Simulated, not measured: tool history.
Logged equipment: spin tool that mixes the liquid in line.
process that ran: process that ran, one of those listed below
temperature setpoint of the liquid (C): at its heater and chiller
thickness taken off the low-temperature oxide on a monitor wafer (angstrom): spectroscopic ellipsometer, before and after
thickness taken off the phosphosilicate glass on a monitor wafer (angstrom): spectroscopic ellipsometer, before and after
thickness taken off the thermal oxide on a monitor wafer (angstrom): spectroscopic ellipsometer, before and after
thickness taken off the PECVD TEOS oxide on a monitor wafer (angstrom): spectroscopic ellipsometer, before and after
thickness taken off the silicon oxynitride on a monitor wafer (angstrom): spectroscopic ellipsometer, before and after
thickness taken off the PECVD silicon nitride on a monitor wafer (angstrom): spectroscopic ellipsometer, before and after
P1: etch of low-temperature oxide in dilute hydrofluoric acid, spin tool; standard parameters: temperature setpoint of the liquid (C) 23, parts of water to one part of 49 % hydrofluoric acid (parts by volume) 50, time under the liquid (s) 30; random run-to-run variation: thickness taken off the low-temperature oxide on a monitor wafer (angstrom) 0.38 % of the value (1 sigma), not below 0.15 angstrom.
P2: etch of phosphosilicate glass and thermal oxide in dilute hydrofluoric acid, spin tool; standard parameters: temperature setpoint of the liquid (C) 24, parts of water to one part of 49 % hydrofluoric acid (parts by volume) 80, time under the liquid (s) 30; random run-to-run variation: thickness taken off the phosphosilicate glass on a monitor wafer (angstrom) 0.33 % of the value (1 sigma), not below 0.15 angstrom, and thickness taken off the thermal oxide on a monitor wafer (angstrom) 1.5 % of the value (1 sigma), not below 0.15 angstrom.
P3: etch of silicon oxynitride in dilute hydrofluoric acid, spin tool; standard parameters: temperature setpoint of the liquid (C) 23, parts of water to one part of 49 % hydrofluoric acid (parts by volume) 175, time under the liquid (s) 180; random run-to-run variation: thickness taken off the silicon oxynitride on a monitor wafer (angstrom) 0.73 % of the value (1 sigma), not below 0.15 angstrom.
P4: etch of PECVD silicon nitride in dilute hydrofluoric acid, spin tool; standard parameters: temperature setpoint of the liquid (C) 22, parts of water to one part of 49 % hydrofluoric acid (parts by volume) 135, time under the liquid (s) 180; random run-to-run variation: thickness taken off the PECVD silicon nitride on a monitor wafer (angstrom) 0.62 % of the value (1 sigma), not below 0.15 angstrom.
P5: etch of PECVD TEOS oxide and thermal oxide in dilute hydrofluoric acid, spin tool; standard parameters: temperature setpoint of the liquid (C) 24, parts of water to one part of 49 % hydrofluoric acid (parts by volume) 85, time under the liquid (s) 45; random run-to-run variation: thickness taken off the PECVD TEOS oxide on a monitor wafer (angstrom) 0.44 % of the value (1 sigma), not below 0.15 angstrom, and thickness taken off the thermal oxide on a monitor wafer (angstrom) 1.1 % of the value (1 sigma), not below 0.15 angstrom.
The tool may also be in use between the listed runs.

run,hour,process that ran,temperature setpoint of the liquid (C),parts of water to one part of 49 % hydrofluoric acid (parts by volume),time under the liquid (s),hours since the thermometer was replaced,hours since the hydrofluoric acid flow meter was replaced,thickness taken off the low-temperature oxide on a monitor wafer (angstrom),thickness taken off the phosphosilicate glass on a monitor wafer (angstrom),thickness taken off the thermal oxide on a monitor wafer (angstrom),thickness taken off the PECVD TEOS oxide on a monitor wafer (angstrom),thickness taken off the silicon oxynitride on a monitor wafer (angstrom),thickness taken off the PECVD silicon nitride on a monitor wafer (angstrom)
1,8.1,P1,23,50,30,744,353.3,100.06,,,,,
2,17.9,P2,24,30,30,753.8,363.1,,1080.2,50.291,,,
3,23.9,P1,23,50,30,759.8,369.1,99.932,,,,,
4,32.8,P1,23,85,30,768.7,378,55.995,,,,,
5,40.7,P1,23,50,60,776.6,385.9,200.04,,,,,
6,47.6,P2,24,80,30,783.5,392.8,,376.69,17.908,,,
7,55.9,P5,24,85,70,791.8,401.1,,,41.247,102.61,,
8,60.7,P3,23,175,180,796.6,405.9,,,,,38.417,
9,69.4,P1,23,50,30,805.3,414.6,99.703,,,,,
10,75.8,P3,18.5,175,180,811.7,421,,,,,31.09,
11,85.6,P1,23,50,30,821.5,430.8,99.757,,,,,
12,92.9,P4,22,135,180,828.8,438.1,,,,,,31.565
13,102.5,P3,23,85,180,838.4,447.7,,,,,85.448,
14,108.5,P4,17,135,180,844.4,453.7,,,,,,22.398
15,116.1,P5,17,85,45,852,461.3,,,19.603,49.04,,
16,120.9,P1,23,25,30,856.8,466.1,205.37,,,,,
17,130.1,P3,23,175,55,866,475.3,,,,,11.854,
18,137.5,P1,23,70,50,873.4,482.7,116.51,,,,,
19,144.6,P1,23,50,30,880.5,489.8,100.05,,,,,
20,153.3,P5,24,20,45,889.2,498.5,,,121.03,304.02,,
21,160.8,P1,27.5,20,30,896.7,506,312.92,,,,,
22,167.4,P1,23,50,15,903.3,512.6,50.072,,,,,
23,172.6,P1,29,50,30,908.5,517.8,127.68,,,,,
24,179.8,P1,23,50,30,915.7,525,99.436,,,,,
25,185,P2,24,80,55,920.9,530.2,,690.39,31.844,,,
26,194.1,P5,24,85,45,930,539.3,,,26.202,66.132,,
27,201.8,P1,23,50,30,937.7,547,100.19,,,,,
28,210.7,P1,17,50,30,946.6,555.9,77.556,,,,,
29,220.2,P4,22,135,365,956.1,565.4,,,,,,63.611
30,226.3,P4,22,135,180,962.2,571.5,,,,,,31.2
31,233.4,P2,24,80,30,969.3,578.6,,375.32,17.683,,,
32,243.3,P2,17.5,80,30,979.2,588.5,,289.36,13.336,,,
33,252.6,P1,30.5,25,30,988.5,597.8,282.85,,,,,
34,259.6,P4,22,35,180,995.5,604.8,,,,,,118.89
35,269.5,P1,23,50,30,1005.4,614.7,99.335,,,,,
36,278.3,P1,23,50,30,1014.2,623.5,95.291,,,,,
37,286.4,P1,23,50,30,1022.3,631.6,93.664,,,,,

Run 38 comes next. What will it give?
38,293.1,P1,23,50,30,1029,638.3,?,,,,,

thickness taken off the low-temperature oxide on a monitor wafer (angstrom): 92.656
